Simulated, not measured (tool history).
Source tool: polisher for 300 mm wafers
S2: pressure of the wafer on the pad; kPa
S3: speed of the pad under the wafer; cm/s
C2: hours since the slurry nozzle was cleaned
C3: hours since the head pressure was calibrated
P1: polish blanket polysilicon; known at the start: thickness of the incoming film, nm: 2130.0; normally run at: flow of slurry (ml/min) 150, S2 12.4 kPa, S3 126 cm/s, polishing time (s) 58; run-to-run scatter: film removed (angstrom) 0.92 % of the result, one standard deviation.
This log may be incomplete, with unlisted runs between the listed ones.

{"run": 1, "hour": 11.4, "flow of slurry (ml/min)": 150, "S2": 12.4, "S3": 126, "polishing time (s)": 58, "wafers polished on this pad": 249, "C2": 179.3, "C3": 252.2, "film removed (angstrom)": 3870}
{"run": 2, "hour": 20.3, "flow of slurry (ml/min)": 150, "S2": 12.4, "S3": 126, "polishing time (s)": 81, "wafers polished on this pad": 318, "C2": 188.2, "C3": 261.1, "film removed (angstrom)": 5440.2}
{"run": 3, "hour": 25.6, "flow of slurry (ml/min)": 150, "S2": 12.4, "S3": 126, "polishing time (s)": 58, "wafers polished on this pad": 359, "C2": 193.5, "C3": 266.4, "film removed (angstrom)": 3869.1}
{"run": 4, "hour": 36.2, "flow of slurry (ml/min)": 150, "S2": 12.4, "S3": 126, "polishing time (s)": 27, "wafers polished on this pad": 442, "C2": 204.1, "C3": 277, "film removed (angstrom)": 1799.7}
{"run": 5, "hour": 41.4, "flow of slurry (ml/min)": 220, "S2": 12.4, "S3": 126, "polishing time (s)": 58, "wafers polished on this pad": 482, "C2": 209.3, "C3": 282.2, "film removed (angstrom)": 4135.3}
{"run": 6, "hour": 49.2, "flow of slurry (ml/min)": 150, "S2": 12.4, "S3": 56, "polishing time (s)": 58, "wafers polished on this pad": 543, "C2": 217.1, "C3": 290, "film removed (angstrom)": 1728}
{"run": 7, "hour": 61.0, "flow of slurry (ml/min)": 110, "S2": 12.4, "S3": 126, "polishing time (s)": 58, "wafers polished on this pad": 635, "C2": 228.9, "C3": 301.8, "film removed (angstrom)": 3576.4}
{"run": 8, "hour": 68.9, "flow of slurry (ml/min)": 150, "S2": 12.4, "S3": 126, "polishing time (s)": 58, "wafers polished on this pad": 697, "C2": 236.8, "C3": 309.7, "film removed (angstrom)": 3862.8}
{"run": 9, "hour": 76.2, "flow of slurry (ml/min)": 105, "S2": 12.4, "S3": 126, "polishing time (s)": 42, "wafers polished on this pad": 754, "C2": 244.1, "C3": 317, "film removed (angstrom)": 2612.2}
{"run": 10, "hour": 86.6, "flow of slurry (ml/min)": 150, "S2": 12.4, "S3": 166, "polishing time (s)": 58, "wafers polished on this pad": 835, "C2": 254.5, "C3": 327.4, "film removed (angstrom)": 5088}
{"run": 11, "hour": 93.3, "flow of slurry (ml/min)": 150, "S2": 12.4, "S3": 126, "polishing time (s)": 58, "wafers polished on this pad": 887, "C2": 261.2, "C3": 334.1, "film removed (angstrom)": 3861.8}
{"run": 12, "hour": 104.8, "flow of slurry (ml/min)": 150, "S2": 5.5, "S3": 126, "polishing time (s)": 58, "wafers polished on this pad": 977, "C2": 272.7, "C3": 345.6, "film removed (angstrom)": 1763.4}
{"run": 13, "hour": 114.7, "flow of slurry (ml/min)": 150, "S2": 15.9, "S3": 126, "polishing time (s)": 58, "wafers polished on this pad": 1054, "C2": 282.6, "C3": 355.5, "film removed (angstrom)": 4963.4}
{"run": 14, "hour": 122.2, "flow of slurry (ml/min)": 150, "S2": 7.6, "S3": 76, "polishing time (s)": 58, "wafers polished on this pad": 1112, "C2": 290.1, "C3": 363, "film removed (angstrom)": 1401.3}
{"run": 15, "hour": 130.8, "flow of slurry (ml/min)": 150, "S2": 12.4, "S3": 126, "polishing time (s)": 58, "wafers polished on this pad": 1179, "C2": 298.7, "C3": 371.6, "film removed (angstrom)": 3862.6}
{"run": 16, "hour": 140.8, "flow of slurry (ml/min)": 150, "S2": 12.4, "S3": 126, "polishing time (s)": 58, "wafers polished on this pad": 1257, "C2": 308.7, "C3": 381.6, "film removed (angstrom)": 3672.5}

Forecast run 17:
{"run": 17, "hour": 147.2, "flow of slurry (ml/min)": 150, "S2": 12.4, "S3": 126, "polishing time (s)": 58, "wafers polished on this pad": 1307, "C2": 315.1, "C3": 388, "film removed (angstrom)": "?"}

{"run 17": {"film removed (angstrom)": 3594.2}}

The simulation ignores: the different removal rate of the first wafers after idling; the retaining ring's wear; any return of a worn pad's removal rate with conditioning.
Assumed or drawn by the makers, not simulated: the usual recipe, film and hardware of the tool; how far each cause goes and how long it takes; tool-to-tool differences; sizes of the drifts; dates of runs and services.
